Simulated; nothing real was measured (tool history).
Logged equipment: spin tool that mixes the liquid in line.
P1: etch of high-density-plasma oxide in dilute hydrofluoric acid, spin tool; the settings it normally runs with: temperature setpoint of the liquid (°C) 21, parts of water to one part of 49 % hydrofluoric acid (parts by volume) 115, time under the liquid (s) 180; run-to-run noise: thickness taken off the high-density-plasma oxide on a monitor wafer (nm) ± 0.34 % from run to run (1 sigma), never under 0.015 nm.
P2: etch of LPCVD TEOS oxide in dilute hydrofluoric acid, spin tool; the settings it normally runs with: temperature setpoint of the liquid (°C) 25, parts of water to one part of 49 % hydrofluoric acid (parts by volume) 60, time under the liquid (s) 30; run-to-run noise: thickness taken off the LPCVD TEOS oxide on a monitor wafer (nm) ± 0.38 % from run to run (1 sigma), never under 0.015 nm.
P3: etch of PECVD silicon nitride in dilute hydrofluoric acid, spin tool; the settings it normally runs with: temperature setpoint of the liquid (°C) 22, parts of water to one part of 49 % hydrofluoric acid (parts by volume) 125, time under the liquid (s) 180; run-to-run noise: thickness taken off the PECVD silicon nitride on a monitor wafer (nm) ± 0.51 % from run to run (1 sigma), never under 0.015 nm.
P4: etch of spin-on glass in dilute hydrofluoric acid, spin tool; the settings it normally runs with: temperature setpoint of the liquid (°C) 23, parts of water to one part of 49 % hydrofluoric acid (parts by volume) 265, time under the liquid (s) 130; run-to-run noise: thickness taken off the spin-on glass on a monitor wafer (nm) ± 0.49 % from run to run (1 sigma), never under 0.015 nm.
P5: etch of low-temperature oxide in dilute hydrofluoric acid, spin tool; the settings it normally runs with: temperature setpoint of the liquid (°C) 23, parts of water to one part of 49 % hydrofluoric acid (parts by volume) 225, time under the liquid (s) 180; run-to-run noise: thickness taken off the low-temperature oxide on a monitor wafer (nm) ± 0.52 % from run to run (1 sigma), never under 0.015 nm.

| run | day | process that ran | temperature setpoint of the liquid (°C) | parts of water to one part of 49 % hydrofluoric acid (parts by volume) | time under the liquid (s) | thickness taken off the high-density-plasma oxide on a monitor wafer (nm) | thickness taken off the low-temperature oxide on a monitor wafer (nm) | thickness taken off the spin-on glass on a monitor wafer (nm) | thickness taken off the LPCVD TEOS oxide on a monitor wafer (nm) | thickness taken off the PECVD silicon nitride on a monitor wafer (nm) |
|---|---|---|---|---|---|---|---|---|---|---|
| 1 | 0.15 | P1 | 21 | 115 | 180 | 11.563 |  |  |  |  |
| 2 | 0.404 | P5 | 26.5 | 225 | 180 |  | 8.0147 |  |  |  |
| 3 | 0.662 | P4 | 23 | 265 | 130 |  |  | 12.905 |  |  |
| 4 | 0.808 | P5 | 23 | 225 | 180 |  | 7.0322 |  |  |  |
| 5 | 1.112 | P1 | 21 | 45 | 180 | 32.164 |  |  |  |  |
| 6 | 1.421 | P5 | 23 | 225 | 35 |  | 1.3905 |  |  |  |
| 7 | 1.617 | P2 | 25 | 60 | 15 |  |  |  | 4.7427 |  |
| 8 | 1.8 | P4 | 23 | 115 | 130 |  |  | 34.709 |  |  |
| 9 | 2.033 | P1 | 17 | 115 | 260 | 14.126 |  |  |  |  |
| 10 | 2.254 | P1 | 21 | 115 | 180 | 11.597 |  |  |  |  |
| 11 | 2.504 | P1 | 21 | 115 | 180 | 11.557 |  |  |  |  |
| 12 | 2.8 | P1 | 21 | 115 | 180 | 11.521 |  |  |  |  |
| 13 | 2.938 | P1 | 17 | 115 | 180 | 9.8042 |  |  |  |  |
| 14 | 3.121 | P3 | 22 | 50 | 180 |  |  |  |  | 17.571 |
| 15 | 3.283 | P3 | 22 | 125 | 180 |  |  |  |  | 7.0996 |
| 16 | 3.438 | P5 | 23 | 225 | 180 |  | 7.1898 |  |  |  |
| 17 | 3.658 | P4 | 18.5 | 265 | 130 |  |  | 10.928 |  |  |
| 18 | 3.938 | P3 | 22 | 125 | 290 |  |  |  |  | 11.354 |
| 19 | 4.179 | P5 | 23 | 45 | 180 |  | 43.78 |  |  |  |
| 20 | 4.396 | P1 | 21 | 210 | 180 | 5.7026 |  |  |  |  |
| 21 | 4.671 | P4 | 23 | 265 | 130 |  |  | 12.847 |  |  |
| 22 | 4.979 | P1 | 17 | 115 | 85 | 4.6064 |  |  |  |  |
| 23 | 5.233 | P3 | 26.5 | 125 | 180 |  |  |  |  | 9.5089 |
| 24 | 5.375 | P1 | 21 | 115 | 15 | 0.94581 |  |  |  |  |
| 25 | 5.617 | P1 | 29 | 115 | 180 | 15.74 |  |  |  |  |
| 26 | 5.767 | P2 | 25 | 60 | 30 |  |  |  | 9.4625 |  |
| 27 | 5.929 | P1 | 21 | 115 | 290 | 18.641 |  |  |  |  |
| 28 | 6.175 | P4 | 23 | 265 | 215 |  |  | 21.204 |  |  |
| 29 | 6.462 | P2 | 17 | 60 | 30 |  |  |  | 6.8127 |  |
| 30 | 6.633 | P2 | 25 | 60 | 30 |  |  |  | 9.5265 |  |
| 31 | 6.817 | P2 | 25 | 90 | 30 |  |  |  | 6.0904 |  |
| 32 | 7.062 | P1 | 21 | 205 | 305 | 9.9683 |  |  |  |  |
| 33 | 7.25 | P1 | 21 | 115 | 180 | 11.542 |  |  |  |  |
| 34 | 7.512 | P1 | 21 | 115 | 180 | 12.06 |  |  |  |  |
| 35 | 7.733 | P1 | 21 | 115 | 180 | 12.198 |  |  |  |  |
| 36 | 7.896 | P1 | 21 | 115 | 180 | 12.246 |  |  |  |  |
| 37 | 8.154 | P1 | 21 | 115 | 180 | 12.327 |  |  |  |  |
| 38 | 8.338 | P1 | 21 | 115 | 180 | 12.494 |  |  |  |  |
| 39 | 8.621 | P1 | 21 | 115 | 180 | 12.485 |  |  |  |  |
| 40 | 8.854 | P1 | 21 | 115 | 180 | 12.444 |  |  |  |  |
| 41 | 9.088 | P1 | 21 | 115 | 180 | 12.518 |  |  |  |  |

P1 no longer gives what it gave before; its output has crept away from where it was. The following 2 causes, each at its listed size, fit the log equally well:
A: liquid hotter than its thermometer reads (K) = 2.03
B: hydrofluoric acid flow above the setpoint (%) = 7.46
The drift started at roughly day 7.25.

Consider the 4 single-wafer check runs listed below, results given as question marks: which one distinguishes between the causes by giving clearly different results for each?
| check 1 | 9.321 | P2 | 19 | 60 | 15 |  |  |  | ? |  |
| check 2 | 9.321 | P5 | 23 | 55 | 180 |  | ? |  |  |  |
| check 3 | 9.321 | P4 | 23 | 165 | 210 |  |  | ? |  |  |
| check 4 | 9.321 | P3 | 22 | 60 | 180 |  |  |  |  | ? |

If the cause were each of the candidates in turn, the checks would give the following:
| check | result | if A | if B |
|---|---|---|---|
| check 1 | thickness taken off the LPCVD TEOS oxide on a monitor wafer (nm) | 4.0335 | 3.9984 |
| check 2 | thickness taken off the low-temperature oxide on a monitor wafer (nm) | 38.317 | 38.077 |
| check 3 | thickness taken off the spin-on glass on a monitor wafer (nm) | 39.961 | 40.272 |
| check 4 | thickness taken off the PECVD silicon nitride on a monitor wafer (nm) | 16.696 | 15.616 |
How far apart the two closest causes lie, in the result that separates them most: check 1 0.87 %; check 2 0.63 %; check 3 0.78 %; check 4 6.69 %
Check 4 is the one run that separates the causes; every other check would come out nearly the same whichever cause is at work.

With check 4 done, the readings were: thickness taken off the PECVD silicon nitride on a monitor wafer (nm) 15.626. Identify which of the listed causes applies.

The cause is B: hydrofluoric acid flow above the setpoint (%).
